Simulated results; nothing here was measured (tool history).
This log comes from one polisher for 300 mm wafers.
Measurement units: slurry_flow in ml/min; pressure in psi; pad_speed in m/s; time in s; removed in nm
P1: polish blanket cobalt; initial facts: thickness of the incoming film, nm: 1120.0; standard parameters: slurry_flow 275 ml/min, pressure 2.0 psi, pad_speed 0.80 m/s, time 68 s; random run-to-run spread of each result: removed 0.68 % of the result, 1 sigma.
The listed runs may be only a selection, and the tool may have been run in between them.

| run | hour | slurry_flow | pressure | pad_speed | time | removed |
|---|---|---|---|---|---|---|
| 1 | 10.1 | 275 | 2.0 | 0.80 | 68 | 289.29 |
| 2 | 22.4 | 275 | 2.0 | 0.80 | 108 | 456.58 |
| 3 | 35.4 | 165 | 2.0 | 0.80 | 68 | 269.49 |
| 4 | 45.6 | 275 | 2.0 | 0.38 | 68 | 136.07 |
| 5 | 57.0 | 275 | 2.0 | 0.80 | 68 | 287.08 |
| 6 | 64.8 | 275 | 2.0 | 1.24 | 47 | 310.78 |
|  | 65.5 | worn pad replaced by a new one |
| 7 | 78.3 | 275 | 3.2 | 0.80 | 68 | 459.38 |
| 8 | 87.1 | 275 | 2.0 | 1.12 | 68 | 408.76 |
| 9 | 100.5 | 275 | 2.0 | 0.80 | 68 | 288.21 |
|  | 107.4 | head pressure recalibrated |
| 10 | 111.5 | 275 | 2.0 | 0.80 | 68 | 287.18 |
| 11 | 124.8 | 275 | 1.2 | 0.80 | 68 | 171.72 |
| 12 | 135.8 | 360 | 2.0 | 0.80 | 68 | 293.61 |
| 13 | 142.6 | 205 | 2.0 | 0.80 | 35 | 143.40 |
| 14 | 153.9 | 275 | 2.0 | 0.80 | 40 | 170.52 |
| 15 | 161.0 | 275 | 2.0 | 0.80 | 68 | 292.07 |
| 16 | 174.3 | 275 | 3.0 | 0.80 | 42 | 267.89 |
| 17 | 183.9 | 275 | 2.0 | 0.80 | 68 | 291.71 |
| 18 | 190.3 | 275 | 2.0 | 0.80 | 68 | 287.37 |
| 19 | 196.3 | 275 | 2.0 | 0.80 | 68 | 283.99 |

Predict the results of run 20:
| 20 | 205.5 | 275 | 2.0 | 0.80 | 68 | ? |

{"run 20": {"removed": 275.81}}
